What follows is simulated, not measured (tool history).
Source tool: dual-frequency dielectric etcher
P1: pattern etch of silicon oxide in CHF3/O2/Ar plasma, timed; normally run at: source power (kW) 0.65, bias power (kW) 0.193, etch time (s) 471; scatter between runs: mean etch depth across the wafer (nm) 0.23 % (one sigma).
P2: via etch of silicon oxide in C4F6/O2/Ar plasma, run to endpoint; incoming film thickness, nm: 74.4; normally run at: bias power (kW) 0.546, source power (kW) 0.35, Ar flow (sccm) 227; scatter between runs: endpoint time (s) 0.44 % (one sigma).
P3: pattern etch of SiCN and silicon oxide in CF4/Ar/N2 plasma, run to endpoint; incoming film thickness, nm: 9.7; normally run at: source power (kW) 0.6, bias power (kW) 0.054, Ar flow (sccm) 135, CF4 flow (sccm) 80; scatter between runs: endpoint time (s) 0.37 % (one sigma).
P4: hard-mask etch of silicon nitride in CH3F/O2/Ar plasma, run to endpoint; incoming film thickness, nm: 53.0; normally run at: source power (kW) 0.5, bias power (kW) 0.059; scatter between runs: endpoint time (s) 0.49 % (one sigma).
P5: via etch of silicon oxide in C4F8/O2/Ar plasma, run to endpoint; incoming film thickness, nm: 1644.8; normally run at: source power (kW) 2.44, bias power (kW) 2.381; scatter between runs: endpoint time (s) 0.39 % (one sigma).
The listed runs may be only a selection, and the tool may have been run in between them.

run,hour,process that ran,source power (kW),bias power (kW),etch time (s),Ar flow (sccm),CF4 flow (sccm),hours since the last wet clean,hours since the last source power generator calibration,hours since the last bias power generator calibration,mean etch depth across the wafer (nm),endpoint time (s)
1,12,P1,0.65,0.193,471,,,167.5,1033.6,1526.1,1013.8,
2,26.3,P1,0.82,0.193,471,,,181.8,1047.9,1540.4,1104.8,
3,44.3,P3,0.6,0.054,,135,113,199.8,1065.9,1558.4,,9.2139
4,62.6,P1,0.65,0.193,343.5,,,218.1,1084.2,1576.7,736.1,
5,73.3,P2,0.35,0.443,,227,,228.8,1094.9,1587.4,,17.292
6,82.4,P1,0.65,0.117,471,,,237.9,1104,1596.5,863.02,
7,96.5,P1,0.65,0.193,471,,,252,1118.1,1610.6,1013.8,
8,111.3,P1,0.65,0.193,471,,,266.8,1132.9,1625.4,1013,
9,128.3,P4,0.5,0.059,,,,283.8,1149.9,1642.4,,76.124
10,141.8,P2,0.27,0.546,,227,,297.3,1163.4,1655.9,,17.495
11,155.7,P3,0.6,0.054,,191,80,311.2,1177.3,1669.8,,10.426
12,165.5,P1,0.65,0.193,471,,,321,1187.1,1679.6,1011.1,
13,176,P4,0.4,0.059,,,,331.5,1197.6,1690.1,,82.47
14,194.2,P1,0.65,0.193,681.5,,,349.7,1215.8,1708.3,1470.3,
15,210.7,P4,0.5,0.059,,,,366.2,1232.3,1724.8,,75.778
16,224.1,P1,0.65,0.193,471,,,379.6,1245.7,1738.2,1014.7,
17,232.8,P4,0.5,0.081,,,,388.3,1254.4,1746.9,,68.433
18,244.9,P3,0.46,0.054,,135,80,400.4,1266.5,1759,,12.374
19,253,P5,2.44,3.305,,,,408.5,1274.6,1767.1,,259.45
20,262.6,P5,2.44,2.381,,,,418.1,1284.2,1776.7,,287.03
21,275,P1,0.39,0.193,471,,,430.5,1296.6,1789.1,832.64,
22,289.3,P3,0.6,0.054,,135,80,444.8,1310.9,1803.4,,9.705
23,303.4,P2,0.35,0.546,,227,,458.9,1325,1817.5,,15.908
24,315,P5,3.3,2.381,,,,470.5,1336.6,1829.1,,251.83
25,326.2,P2,0.35,0.546,,154,,481.7,1347.8,1840.3,,15.294
26,341.9,P1,0.65,0.264,471,,,497.4,1363.5,1856,1131.6,
27,359.6,P1,0.65,0.235,267.5,,,515.1,1381.2,1873.7,617.39,
28,375.3,P3,0.6,0.033,,135,80,530.8,1396.9,1889.4,,11.209
29,386.6,P1,0.65,0.193,471,,,542.1,1408.2,1900.7,1015,
30,395.6,P1,0.65,0.193,471,,,551.1,1417.2,1909.7,1010.3,
31,407.9,P1,0.65,0.193,471,,,563.4,1429.5,1922,1006.6,
32,423.5,P1,0.65,0.193,471,,,579,1445.1,1937.6,1002.8,
33,431.7,P1,0.65,0.193,471,,,587.2,1453.3,1945.8,1007.3,
34,450,P1,0.65,0.193,471,,,605.5,1471.6,1964.1,997.41,
# hour 464.3: wet clean of the chamber
35,468.2,P1,0.65,0.193,471,,,3.9,1489.8,1982.3,1000.4,
36,482.5,P1,0.65,0.193,471,,,18.2,1504.1,1996.6,1001.7,
37,492.2,P1,0.65,0.193,471,,,27.9,1513.8,2006.3,997.81,
38,507,P1,0.65,0.193,471,,,42.7,1528.6,2021.1,994.3,

The log shows P1 creeping away from where it was. Any of the 2 causes listed here, at the size stated for it, fits the log just as well as the others:
A: source power that arrives under what is set, % = 3.97
B: bias power that arrives under what is set, % = 4.48
The drift started at roughly hour 386.6.
Why every other cause is out:
chamber walls in a state that lowers the etch rate, %: serviced after onset, at hour 464.3, with no recovery of the prior output

The 4 check runs listed below each average the results of 2 wafers, and their outcomes are marked with question marks. Under which run would the listed causes produce clearly different results?
check 1,521.8,P4,0.5,0.069,,,,,,,,?
check 2,521.8,P5,3.27,3.13,,,,,,,,?
check 3,521.8,P3,0.6,0.054,,187,110,,,,,?
check 4,521.8,P2,0.29,0.546,,227,,,,,,?

What each check would give under each cause:
check,result,if A,if B
check 1,endpoint time (s),73.154,73.133
check 2,endpoint time (s),238.72,238.22
check 3,endpoint time (s),10.131,9.9153
check 4,endpoint time (s),17.328,17.375
Separation of the two closest causes in each check, using whichever result separates them best: check 1 0.03 %; check 2 0.21 %; check 3 2.16 %; check 4 0.28 %
The other checks would show nearly matching results whichever cause is true, so check 3 is the only one that separates the causes.

Check 3 was then run and gave: endpoint time (s) 10.135. Which cause is it?

It is A: source power that arrives under what is set, %.
